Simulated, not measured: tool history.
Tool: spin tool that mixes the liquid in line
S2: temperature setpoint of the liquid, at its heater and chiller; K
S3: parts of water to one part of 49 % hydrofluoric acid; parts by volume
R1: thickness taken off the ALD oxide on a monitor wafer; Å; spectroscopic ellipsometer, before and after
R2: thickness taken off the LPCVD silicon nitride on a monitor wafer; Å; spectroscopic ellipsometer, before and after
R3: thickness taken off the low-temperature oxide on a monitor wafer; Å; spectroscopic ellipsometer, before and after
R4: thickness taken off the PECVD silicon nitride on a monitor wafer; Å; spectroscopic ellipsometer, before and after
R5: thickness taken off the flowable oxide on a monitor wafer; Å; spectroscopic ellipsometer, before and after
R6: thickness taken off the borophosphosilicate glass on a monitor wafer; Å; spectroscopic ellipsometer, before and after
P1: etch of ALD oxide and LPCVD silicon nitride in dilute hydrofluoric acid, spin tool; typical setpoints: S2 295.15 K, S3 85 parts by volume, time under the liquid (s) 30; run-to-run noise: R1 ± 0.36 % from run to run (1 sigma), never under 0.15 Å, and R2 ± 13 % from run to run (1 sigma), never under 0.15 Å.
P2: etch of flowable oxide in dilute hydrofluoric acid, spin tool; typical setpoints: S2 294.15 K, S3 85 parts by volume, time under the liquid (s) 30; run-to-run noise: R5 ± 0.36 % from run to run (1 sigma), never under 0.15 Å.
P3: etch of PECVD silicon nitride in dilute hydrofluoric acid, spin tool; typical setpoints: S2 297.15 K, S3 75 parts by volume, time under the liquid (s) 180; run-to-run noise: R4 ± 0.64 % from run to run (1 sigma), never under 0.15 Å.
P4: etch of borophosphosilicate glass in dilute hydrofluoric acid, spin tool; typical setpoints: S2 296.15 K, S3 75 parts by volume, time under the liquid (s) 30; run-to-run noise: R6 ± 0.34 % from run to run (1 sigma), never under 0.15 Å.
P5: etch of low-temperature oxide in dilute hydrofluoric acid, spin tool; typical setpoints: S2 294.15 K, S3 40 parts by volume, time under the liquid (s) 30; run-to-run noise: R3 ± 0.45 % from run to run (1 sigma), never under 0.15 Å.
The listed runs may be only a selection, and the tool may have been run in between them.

Run 1, hour 9.1: process that ran P1, S2 295.15 K, S3 85 parts by volume, time under the liquid (s) 30. Result: R1 107.740 Å, R2 1.56330 Å.
Run 2, hour 21.5: process that ran P5, S2 294.15 K, S3 40 parts by volume, time under the liquid (s) 30. Result: R3 260.98 Å.
Run 3, hour 30.7: process that ran P1, S2 300.65 K, S3 85 parts by volume, time under the liquid (s) 30. Result: R1 134.280 Å, R2 2.70900 Å.
Run 4, hour 48.8: process that ran P1, S2 290.15 K, S3 85 parts by volume, time under the liquid (s) 30. Result: R1 87.665 Å, R2 1.10580 Å.
Run 5, hour 66.8: process that ran P3, S2 297.15 K, S3 75 parts by volume, time under the liquid (s) 180. Result: R4 39.903 Å.
Run 6, hour 77.9: process that ran P3, S2 297.15 K, S3 35 parts by volume, time under the liquid (s) 180. Result: R4 85.635 Å.
Run 7, hour 91.4: process that ran P1, S2 295.15 K, S3 85 parts by volume, time under the liquid (s) 30. Result: R1 107.300 Å, R2 1.66730 Å.
Run 8, hour 103.2: process that ran P5, S2 294.15 K, S3 40 parts by volume, time under the liquid (s) 30. Result: R3 261.54 Å.
Run 9, hour 114.0: process that ran P5, S2 294.15 K, S3 20 parts by volume, time under the liquid (s) 30. Result: R3 528.15 Å.
Run 10, hour 130.7: process that ran P3, S2 301.15 K, S3 75 parts by volume, time under the liquid (s) 180. Result: R4 52.194 Å.
Run 11, hour 143.5: process that ran P2, S2 302.15 K, S3 85 parts by volume, time under the liquid (s) 30. Result: R5 136.350 Å.
Run 12, hour 152.1: process that ran P2, S2 294.15 K, S3 85 parts by volume, time under the liquid (s) 30. Result: R5 99.933 Å.
Run 13, hour 170.4: process that ran P2, S2 294.15 K, S3 35 parts by volume, time under the liquid (s) 30. Result: R5 259.390 Å.
Run 14, hour 179.9: process that ran P3, S2 297.15 K, S3 75 parts by volume, time under the liquid (s) 80. Result: R4 17.893 Å.
Run 15, hour 188.1: process that ran P1, S2 295.15 K, S3 85 parts by volume, time under the liquid (s) 30. Result: R1 107.700 Å, R2 1.85210 Å.
Run 16, hour 198.3: process that ran P1, S2 295.15 K, S3 85 parts by volume, time under the liquid (s) 30. Result: R1 107.780 Å, R2 1.67670 Å.
Run 17, hour 216.6: process that ran P1, S2 295.15 K, S3 85 parts by volume, time under the liquid (s) 45. Result: R1 161.630 Å, R2 2.44690 Å.
Run 18, hour 227.1: process that ran P2, S2 294.15 K, S3 85 parts by volume, time under the liquid (s) 30. Result: R5 99.872 Å.
Run 19, hour 238.4: process that ran P1, S2 295.15 K, S3 85 parts by volume, time under the liquid (s) 30. Result: R1 108.460 Å, R2 1.42910 Å.
Run 20, hour 247.2: process that ran P4, S2 300.65 K, S3 75 parts by volume, time under the liquid (s) 30. Result: R6 376.59 Å.
Run 21, hour 262.9: process that ran P1, S2 295.15 K, S3 85 parts by volume, time under the liquid (s) 30. Result: R1 107.930 Å, R2 1.41990 Å.
Run 22, hour 273.8: process that ran P1, S2 295.15 K, S3 30 parts by volume, time under the liquid (s) 30. Result: R1 326.560 Å, R2 4.17370 Å.
Run 23, hour 291.5: process that ran P1, S2 295.15 K, S3 130 parts by volume, time under the liquid (s) 30. Result: R1 67.099 Å, R2 0.83235 Å.
Run 24, hour 302.1: process that ran P5, S2 294.15 K, S3 40 parts by volume, time under the liquid (s) 15. Result: R3 129.26 Å.
Run 25, hour 310.8: process that ran P4, S2 296.15 K, S3 75 parts by volume, time under the liquid (s) 15. Result: R6 157.93 Å.
At hour 324.0: hydrofluoric acid flow meter replaced.
Run 26, hour 329.1: process that ran P1, S2 295.15 K, S3 50 parts by volume, time under the liquid (s) 55. Result: R1 350.820 Å, R2 4.89850 Å.
Run 27, hour 339.7: process that ran P4, S2 296.15 K, S3 120 parts by volume, time under the liquid (s) 30. Result: R6 187.37 Å.
Run 28, hour 357.9: process that ran P4, S2 296.15 K, S3 75 parts by volume, time under the liquid (s) 30. Result: R6 317.74 Å.
Run 29, hour 375.6: process that ran P3, S2 297.15 K, S3 75 parts by volume, time under the liquid (s) 180. Result: R4 39.866 Å.
Run 30, hour 387.7: process that ran P2, S2 294.15 K, S3 85 parts by volume, time under the liquid (s) 45. Result: R5 150.020 Å.
Run 31, hour 396.9: process that ran P1, S2 295.15 K, S3 85 parts by volume, time under the liquid (s) 15. Result: R1 53.916 Å, R2 0.48987 Å.
Run 32, hour 406.4: process that ran P5, S2 290.15 K, S3 40 parts by volume, time under the liquid (s) 30. Result: R3 216.40 Å.
Run 33, hour 419.9: process that ran P1, S2 295.15 K, S3 85 parts by volume, time under the liquid (s) 30. Result: R1 108.140 Å, R2 1.60420 Å.
Run 34, hour 430.2: process that ran P1, S2 295.15 K, S3 85 parts by volume, time under the liquid (s) 30. Result: R1 105.650 Å, R2 1.49850 Å.
Run 35, hour 447.1: process that ran P1, S2 295.15 K, S3 85 parts by volume, time under the liquid (s) 30. Result: R1 102.570 Å, R2 1.60460 Å.
Run 36, hour 459.0: process that ran P1, S2 295.15 K, S3 85 parts by volume, time under the liquid (s) 30. Result: R1 102.670 Å, R2 1.67200 Å.
Run 37, hour 470.0: process that ran P1, S2 295.15 K, S3 85 parts by volume, time under the liquid (s) 30. Result: R1 101.260 Å, R2 1.62060 Å.
Run 38, hour 481.0: process that ran P1, S2 295.15 K, S3 85 parts by volume, time under the liquid (s) 30. Result: R1 101.030 Å, R2 1.71350 Å.
Run 39, hour 494.4: process that ran P1, S2 295.15 K, S3 85 parts by volume, time under the liquid (s) 30. Result: R1 101.030 Å, R2 1.70180 Å.
Run 40, hour 507.5: process that ran P1, S2 295.15 K, S3 85 parts by volume, time under the liquid (s) 30. Result: R1 99.663 Å, R2 1.85740 Å.
Run 41, hour 524.5: process that ran P1, S2 295.15 K, S3 85 parts by volume, time under the liquid (s) 30. Result: R1 100.170 Å, R2 1.55000 Å.

P1 has crept away from where it was. The log is fitted equally well by each of these 2 causes, at the sizes shown:
A: liquid colder than its thermometer reads (K) = 1.73
B: hydrofluoric acid flow below the setpoint (%) = 6.2
The drift started at roughly hour 419.9.

Of the 4 check runs below, each run on 2 wafers with the results averaged and each result still a question mark, which one would tell the listed causes apart?
Run check 1, hour 541.5: process that ran P3, S2 297.15 K, S3 75 parts by volume, time under the liquid (s) 180. Result: R4 ?.
Run check 2, hour 541.5: process that ran P2, S2 294.15 K, S3 85 parts by volume, time under the liquid (s) 30. Result: R5 ?.
Run check 3, hour 541.5: process that ran P5, S2 294.15 K, S3 40 parts by volume, time under the liquid (s) 30. Result: R3 ?.
Run check 4, hour 541.5: process that ran P4, S2 296.15 K, S3 75 parts by volume, time under the liquid (s) 30. Result: R6 ?.

What every check run would give for each of its results, assuming each possible cause in turn:
  check  result    if A    if B
check 1      R4  35.821  37.772
check 2      R5  93.266  93.369
check 3      R3  240.43  242.06
check 4      R6  294.62  294.84
Smallest distance between any two causes, each pair judged by its most separating result, in per cent: check 1 5.3 %; check 2 0.11 %; check 3 0.67 %; check 4 0.07 %
Only in check 1 would the causes give clearly different results; in the remaining checks their results would be nearly the same.

The results of check 1 are: R4 38.036 Å. Based on these, which of the listed causes is it?

It is B: hydrofluoric acid flow below the setpoint (%).

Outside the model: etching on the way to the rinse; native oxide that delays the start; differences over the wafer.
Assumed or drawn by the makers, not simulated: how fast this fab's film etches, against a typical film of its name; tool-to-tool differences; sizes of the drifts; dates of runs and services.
